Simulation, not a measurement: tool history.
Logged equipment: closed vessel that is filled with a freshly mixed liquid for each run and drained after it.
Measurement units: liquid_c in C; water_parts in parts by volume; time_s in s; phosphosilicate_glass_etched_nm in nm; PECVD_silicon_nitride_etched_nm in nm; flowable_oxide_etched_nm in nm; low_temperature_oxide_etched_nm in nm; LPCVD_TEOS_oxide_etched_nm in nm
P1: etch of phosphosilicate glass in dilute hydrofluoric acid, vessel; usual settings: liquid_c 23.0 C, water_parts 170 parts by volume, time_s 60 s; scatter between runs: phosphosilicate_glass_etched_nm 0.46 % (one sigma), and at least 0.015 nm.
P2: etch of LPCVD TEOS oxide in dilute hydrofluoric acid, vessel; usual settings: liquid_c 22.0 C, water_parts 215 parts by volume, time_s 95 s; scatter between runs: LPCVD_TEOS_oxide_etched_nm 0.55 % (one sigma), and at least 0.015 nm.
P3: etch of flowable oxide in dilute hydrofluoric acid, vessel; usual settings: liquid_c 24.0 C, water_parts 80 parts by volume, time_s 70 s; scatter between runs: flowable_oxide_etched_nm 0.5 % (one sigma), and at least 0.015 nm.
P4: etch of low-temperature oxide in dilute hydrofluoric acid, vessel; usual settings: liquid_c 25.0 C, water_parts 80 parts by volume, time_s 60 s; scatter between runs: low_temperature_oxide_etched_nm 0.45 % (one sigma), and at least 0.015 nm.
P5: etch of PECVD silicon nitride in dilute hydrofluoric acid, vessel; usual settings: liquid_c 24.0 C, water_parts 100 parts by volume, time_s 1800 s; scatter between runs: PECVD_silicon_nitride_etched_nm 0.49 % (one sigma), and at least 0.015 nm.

run	hour	process	liquid_c	water_parts	time_s	phosphosilicate_glass_etched_nm	PECVD_silicon_nitride_etched_nm	flowable_oxide_etched_nm	low_temperature_oxide_etched_nm	LPCVD_TEOS_oxide_etched_nm
1	4.4	P1	23.0	170	60	18.6280				
2	11.1	P1	29.0	170	60	23.4200				
3	18.1	P5	30.0	100	1800		45.7680			
4	25.1	P1	23.0	170	60	18.6170				
5	30.2	P1	23.0	170	60	18.7720				
6	35.1	P5	24.0	100	1800		31.3590			
7	41.7	P5	24.0	40	1800		77.4360			
8	45.0	P3	24.0	80	70			28.591		
9	51.3	P1	23.0	170	115	35.9010				
10	55.4	P3	24.0	80	130			53.103		
11	62.4	P3	24.0	125	70			17.404		
12	68.8	P1	17.0	305	60	7.3770				
13	73.3	P4	18.5	80	60				16.341	
14	77.3	P1	23.0	170	60	18.7760				
15	82.8	P3	24.0	80	70			28.770		
16	86.8	P2	22.0	60	95					83.480
17	92.7	P2	22.0	215	95					19.533
18	98.3	P5	24.0	100	1800		30.9890			
19	103.4	P1	23.0	280	60	10.1250				
20	110.5	P2	22.0	215	95					19.518
21	116.0	P1	23.0	170	30	9.2856				
22	121.1	P5	24.0	100	250		4.3189			
23	124.3	P1	23.0	170	60	18.6720				
24	130.6	P4	25.0	80	60				21.131	
25	136.5	P2	22.0	215	180					37.025
26	141.4	P4	25.0	25	60				72.925	
27	146.2	P3	31.5	80	70			38.200		
28	149.6	P1	23.0	75	60	47.6270				
29	152.9	P1	17.0	170	60	14.8710				
30	159.9	P1	23.0	280	100	17.0550				
31	164.7	P4	25.0	80	30				10.562	
32	168.2	P2	17.0	215	95					16.131
33	174.8	P1	23.0	170	60	18.7960				
34	179.8	P1	23.0	170	60	18.3270				
35	185.7	P1	23.0	170	60	18.0040				
36	189.0	P1	23.0	170	60	17.8810				
37	192.8	P1	23.0	170	60	17.8110				
38	198.7	P1	23.0	170	60	17.5290				
39	205.1	P1	23.0	170	60	17.6460				
40	210.9	P1	23.0	170	60	17.4990				
41	217.2	P1	23.0	170	60	17.4180				
42	223.5	P1	23.0	170	60	17.4800				
43	229.6	P1	23.0	170	60	17.3770				
44	233.7	P1	23.0	170	60	17.3440				

Compared with where it was, what P1 gives has crept away. Each cause listed below fits the log as well as the rest, at the size given for it:
A: hydrofluoric acid flow below the setpoint (%) = 6.11
B: liquid colder than its thermometer reads (K) = 1.95
Onset of the creep was near hour 174.8.

The check runs listed below each take one wafer, and their results are still question marks. Under which run would the listed causes lead to clearly different results?
check 1	237.8	P2	22.0	95	95					?
check 2	237.8	P3	31.5	80	120			?		
check 3	237.8	P4	25.0	80	30				?	
check 4	237.8	P5	24.0	65	445		?			

If the cause were each of the candidates in turn, the checks would give the following:
check	result	if A	if B
check 1	LPCVD_TEOS_oxide_etched_nm	46.986	46.549
check 2	flowable_oxide_etched_nm	61.424	61.232
check 3	low_temperature_oxide_etched_nm	9.8544	9.7703
check 4	PECVD_silicon_nitride_etched_nm	11.0960	10.3500
Gap, in per cent, between the two causes that each check separates least, read from the result that separates them most: check 1 0.93 %; check 2 0.31 %; check 3 0.86 %; check 4 6.96 %
The other checks would show nearly matching results whichever cause is true, so check 4 is the only one that separates the causes.

Check 4 was carried out, with these results: PECVD_silicon_nitride_etched_nm 11.1070 nm. Which of the listed causes is responsible?

Of the candidate causes, it is A: hydrofluoric acid flow below the setpoint (%).
